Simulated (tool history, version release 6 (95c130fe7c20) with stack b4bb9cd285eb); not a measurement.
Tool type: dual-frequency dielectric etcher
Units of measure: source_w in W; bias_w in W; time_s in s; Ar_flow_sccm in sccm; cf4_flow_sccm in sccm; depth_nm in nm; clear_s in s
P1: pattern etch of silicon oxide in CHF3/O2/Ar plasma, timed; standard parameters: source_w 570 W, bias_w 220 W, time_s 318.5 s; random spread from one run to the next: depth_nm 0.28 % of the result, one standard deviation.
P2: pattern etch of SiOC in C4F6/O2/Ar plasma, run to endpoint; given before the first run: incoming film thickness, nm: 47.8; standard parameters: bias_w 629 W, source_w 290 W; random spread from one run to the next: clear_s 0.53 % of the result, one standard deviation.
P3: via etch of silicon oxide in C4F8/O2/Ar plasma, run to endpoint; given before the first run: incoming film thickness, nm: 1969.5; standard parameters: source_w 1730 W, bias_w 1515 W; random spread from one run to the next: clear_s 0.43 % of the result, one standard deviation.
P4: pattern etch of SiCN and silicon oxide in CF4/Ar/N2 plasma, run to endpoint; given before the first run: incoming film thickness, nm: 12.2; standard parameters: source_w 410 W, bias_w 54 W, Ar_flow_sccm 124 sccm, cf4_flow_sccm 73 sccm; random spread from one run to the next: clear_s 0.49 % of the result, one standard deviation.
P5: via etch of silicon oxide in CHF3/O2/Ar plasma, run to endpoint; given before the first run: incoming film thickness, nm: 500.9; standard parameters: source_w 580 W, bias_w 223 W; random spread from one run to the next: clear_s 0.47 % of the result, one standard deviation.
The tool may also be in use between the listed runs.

Run 1, day 0.542: process P1, source_w 570 W, bias_w 220 W, time_s 318.5 s. Result: depth_nm 685.25 nm.
Run 2, day 1.154: process P4, source_w 410 W, bias_w 54 W, Ar_flow_sccm 124 sccm, cf4_flow_sccm 73 sccm. Result: clear_s 17.51 s.
Run 3, day 1.525: process P4, source_w 410 W, bias_w 54 W, Ar_flow_sccm 124 sccm, cf4_flow_sccm 73 sccm. Result: clear_s 17.563 s.
Run 4, day 2.017: process P1, source_w 570 W, bias_w 172 W, time_s 318.5 s. Result: depth_nm 632.71 nm.
Run 5, day 2.421: process P1, source_w 340 W, bias_w 220 W, time_s 318.5 s. Result: depth_nm 566.92 nm.
Run 6, day 2.838: process P4, source_w 410 W, bias_w 54 W, Ar_flow_sccm 124 sccm, cf4_flow_sccm 45 sccm. Result: clear_s 19.124 s.
Run 7, day 3.458: process P1, source_w 690 W, bias_w 133 W, time_s 318.5 s. Result: depth_nm 626.74 nm.
Run 8, day 3.954: process P2, source_w 290 W, bias_w 847 W. Result: clear_s 15.307 s.
Run 9, day 4.621: process P3, source_w 1730 W, bias_w 1224 W. Result: clear_s 475.64 s.
Run 10, day 4.912: process P5, source_w 580 W, bias_w 132 W. Result: clear_s 283.95 s.
Run 11, day 5.433: process P1, source_w 750 W, bias_w 220 W, time_s 318.5 s. Result: depth_nm 759.51 nm.
Run 12, day 6.008: process P4, source_w 260 W, bias_w 54 W, Ar_flow_sccm 124 sccm, cf4_flow_sccm 73 sccm. Result: clear_s 26.338 s.
Run 13, day 6.325: process P1, source_w 570 W, bias_w 220 W, time_s 318.5 s. Result: depth_nm 688.84 nm.
Run 14, day 6.625: process P1, source_w 570 W, bias_w 311 W, time_s 318.5 s. Result: depth_nm 776.8 nm.
Run 15, day 6.967: process P1, source_w 570 W, bias_w 220 W, time_s 181 s. Result: depth_nm 389.45 nm.
Run 16, day 7.567: process P1, source_w 570 W, bias_w 220 W, time_s 318.5 s. Result: depth_nm 687.57 nm.
Run 17, day 8.025: process P5, source_w 580 W, bias_w 223 W. Result: clear_s 239.02 s.
Run 18, day 8.329: process P4, source_w 410 W, bias_w 54 W, Ar_flow_sccm 168 sccm, cf4_flow_sccm 73 sccm. Result: clear_s 18.29 s.
Run 19, day 8.721: process P3, source_w 1730 W, bias_w 1515 W. Result: clear_s 454.58 s.
Run 20, day 9.2: process P5, source_w 580 W, bias_w 223 W. Result: clear_s 239 s.
Run 21, day 9.7: process P5, source_w 800 W, bias_w 223 W. Result: clear_s 212.38 s.
Run 22, day 10.35: process P4, source_w 410 W, bias_w 38 W, Ar_flow_sccm 124 sccm, cf4_flow_sccm 73 sccm. Result: clear_s 19.597 s.
Run 23, day 10.729: process P2, source_w 290 W, bias_w 629 W. Result: clear_s 17.154 s.
Run 24, day 11.275: process P2, source_w 190 W, bias_w 629 W. Result: clear_s 20.156 s.
Run 25, day 11.704: process P1, source_w 570 W, bias_w 220 W, time_s 318.5 s. Result: depth_nm 687.06 nm.
Run 26, day 12.067: process P1, source_w 570 W, bias_w 220 W, time_s 318.5 s. Result: depth_nm 685.77 nm.
Run 27, day 12.454: process P3, source_w 1080 W, bias_w 1515 W. Result: clear_s 545.27 s.
Run 28, day 12.767: process P1, source_w 570 W, bias_w 220 W, time_s 433 s. Result: depth_nm 935.57 nm.
Run 29, day 13.333: process P1, source_w 570 W, bias_w 220 W, time_s 318.5 s. Result: depth_nm 688.3 nm.
Run 30, day 13.925: process P1, source_w 570 W, bias_w 220 W, time_s 318.5 s. Result: depth_nm 695.22 nm.
Run 31, day 14.362: process P1, source_w 570 W, bias_w 220 W, time_s 318.5 s. Result: depth_nm 693.95 nm.
Run 32, day 14.662: process P1, source_w 570 W, bias_w 220 W, time_s 318.5 s. Result: depth_nm 691.93 nm.
At day 14.754: wet clean of the chamber.
Run 33, day 15.071: process P1, source_w 570 W, bias_w 220 W, time_s 318.5 s. Result: depth_nm 697.64 nm.
Run 34, day 15.425: process P1, source_w 570 W, bias_w 220 W, time_s 318.5 s. Result: depth_nm 701.08 nm.
Run 35, day 15.738: process P1, source_w 570 W, bias_w 220 W, time_s 318.5 s. Result: depth_nm 695.55 nm.

The log shows P1 creeping away from where it was. Any of the 2 causes listed here, at the size stated for it, fits the log just as well as the others:
A: source power that arrives over what is set, % = 4.52
B: bias power that arrives over what is set, % = 4.86
The creep began at about day 13.333.
Every other cause this tool's parts could produce, and why it does not fit the log:
chamber walls in a state that raises the etch rate, %: maintenance at day 14.754, after the shift began, did not return the process to its former output

Consider the 4 check runs below, whose results appear as question marks and each of which averages 3 wafers. Which one distinguishes the causes, in that each cause would give it a clearly different result?
Run check 1, day 16.05: process P4, source_w 320 W, bias_w 54 W, Ar_flow_sccm 124 sccm, cf4_flow_sccm 73 sccm. Result: clear_s ?.
Run check 2, day 16.05: process P3, source_w 1440 W, bias_w 1515 W. Result: clear_s ?.
Run check 3, day 16.05: process P2, source_w 210 W, bias_w 721 W. Result: clear_s ?.
Run check 4, day 16.05: process P5, source_w 700 W, bias_w 183 W. Result: clear_s ?.

Check results expected under each cause:
  check   result    if A    if B
check 1  clear_s  21.007  21.499
check 2  clear_s  479.45   481.7
check 3  clear_s  18.041  17.983
check 4  clear_s  234.47  234.71
Minimum pairwise separation of causes per check, each pair taken at its best-separating result: check 1 2.31 %; check 2 0.47 %; check 3 0.32 %; check 4 0.1 %
The other checks would show nearly matching results whichever cause is true, so check 1 is the only one that separates the causes.

The results of check 1 are: clear_s 20.986 s. Based on these, which of the listed causes is it?

The cause is A: source power that arrives over what is set, %.
